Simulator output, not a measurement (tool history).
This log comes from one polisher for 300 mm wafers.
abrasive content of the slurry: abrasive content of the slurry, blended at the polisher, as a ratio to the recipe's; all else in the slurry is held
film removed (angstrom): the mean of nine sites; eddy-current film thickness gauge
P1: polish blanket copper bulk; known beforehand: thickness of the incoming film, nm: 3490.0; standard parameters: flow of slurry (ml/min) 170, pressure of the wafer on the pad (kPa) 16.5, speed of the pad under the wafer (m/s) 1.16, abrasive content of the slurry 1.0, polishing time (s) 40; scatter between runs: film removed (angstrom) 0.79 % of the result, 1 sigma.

| run | hour | flow of slurry (ml/min) | pressure of the wafer on the pad (kPa) | speed of the pad under the wafer (m/s) | abrasive content of the slurry | polishing time (s) | film removed (angstrom) |
|---|---|---|---|---|---|---|---|
| 1 | 5.7 | 170 | 16.5 | 1.16 | 1.0 | 40 | 3441.1 |
| 2 | 16.2 | 170 | 24.8 | 1.16 | 1.0 | 40 | 5130.3 |
| 3 | 21.8 | 170 | 16.5 | 1.16 | 1.0 | 63 | 5362.2 |
|  | 23.7 | slurry nozzle cleaned |
| 4 | 28.4 | 170 | 7.6 | 1.16 | 1.0 | 40 | 1558.7 |
| 5 | 33.9 | 170 | 16.5 | 1.16 | 1.0 | 40 | 3408.8 |
| 6 | 44.1 | 170 | 16.5 | 0.72 | 1.0 | 40 | 2102.5 |
| 7 | 50.2 | 170 | 16.5 | 1.16 | 1.0 | 40 | 3397.1 |
| 8 | 58.3 | 170 | 16.5 | 1.16 | 1.0 | 40 | 3424.7 |
| 9 | 65.4 | 240 | 16.5 | 1.16 | 1.0 | 40 | 3577.4 |
|  | 68.6 | head pressure recalibrated |
| 10 | 71.5 | 170 | 16.5 | 1.16 | 1.0 | 40 | 3483.3 |
| 11 | 80.8 | 170 | 16.5 | 1.16 | 0.7 | 40 | 3178.7 |
| 12 | 87.1 | 100 | 16.5 | 1.16 | 1.0 | 40 | 3096.9 |
| 13 | 95.8 | 170 | 16.5 | 1.16 | 1.0 | 23 | 1976.5 |
| 14 | 107.9 | 240 | 16.5 | 1.16 | 1.4 | 40 | 3806.9 |
| 15 | 120.3 | 170 | 16.5 | 1.80 | 1.0 | 40 | 5286.1 |
| 16 | 129.1 | 170 | 16.5 | 1.16 | 1.5 | 40 | 3729.9 |
| 17 | 140.4 | 170 | 16.5 | 1.16 | 1.0 | 40 | 3418.2 |
| 18 | 151.4 | 170 | 16.5 | 1.16 | 1.0 | 40 | 3218.8 |
| 19 | 163.5 | 170 | 16.5 | 1.16 | 1.0 | 40 | 3183.1 |
|  | 175.1 | worn pad replaced by a new one |
| 20 | 175.5 | 170 | 16.5 | 1.16 | 1.0 | 40 | 3172.1 |
| 21 | 186.3 | 170 | 16.5 | 1.16 | 1.0 | 40 | 3170.9 |
|  | 188.3 | slurry blender recalibrated |
| 22 | 194.1 | 170 | 16.5 | 1.16 | 1.0 | 40 | 3127.9 |
| 23 | 202.2 | 170 | 16.5 | 1.16 | 1.0 | 40 | 3166.4 |
| 24 | 211.2 | 170 | 16.5 | 1.16 | 1.0 | 40 | 3114.8 |

Something has made what P1 gives creep away from where it was; the 2 causes below, each at its own stated size, fit the log equally well:
A: slurry flow missing at the pad, % = 35.7
B: head's pressure below its setpoint, % = 8.01
The onset of the drift is placed at about hour 140.4.
Each remaining cause and why it is not a fit:
removal rate lost through wear of the pad, %: work on it at hour 175.1, done after the drift set in, did not restore what the process gave before
abrasive missing from the slurry, %: work on it at hour 188.3, done after the drift set in, did not restore what the process gave before

Below are 4 check runs, each averaged over 2 wafers, with their results shown as question marks. Which of them would give clearly different results depending on which cause is behind the drift?
| check 1 | 220.2 | 170 | 16.5 | 1.68 | 1.00 | 40 | ? |
| check 2 | 220.2 | 170 | 20.0 | 1.16 | 1.45 | 40 | ? |
| check 3 | 220.2 | 205 | 16.5 | 1.16 | 1.45 | 40 | ? |
| check 4 | 220.2 | 105 | 22.8 | 1.16 | 1.00 | 40 | ? |

If the cause were each of the candidates in turn, the checks would give the following:
| check | result | if A | if B |
|---|---|---|---|
| check 1 | film removed (angstrom) | 4556.8 | 4557.2 |
| check 2 | film removed (angstrom) | 4124.1 | 4124.5 |
| check 3 | film removed (angstrom) | 3550.9 | 3504.5 |
| check 4 | film removed (angstrom) | 3770.1 | 3942.5 |
Separation of the two closest causes in each check, using whichever result separates them best: check 1 0.01 %; check 2 0.01 %; check 3 1.31 %; check 4 4.47 %
Only in check 4 would the causes give clearly different results; in the remaining checks their results would be nearly the same.

Check 4 has now been run. It gave: film removed (angstrom) 3970.0. Which of the candidate causes is it?

The correct cause is B, namely: head's pressure below its setpoint, %.

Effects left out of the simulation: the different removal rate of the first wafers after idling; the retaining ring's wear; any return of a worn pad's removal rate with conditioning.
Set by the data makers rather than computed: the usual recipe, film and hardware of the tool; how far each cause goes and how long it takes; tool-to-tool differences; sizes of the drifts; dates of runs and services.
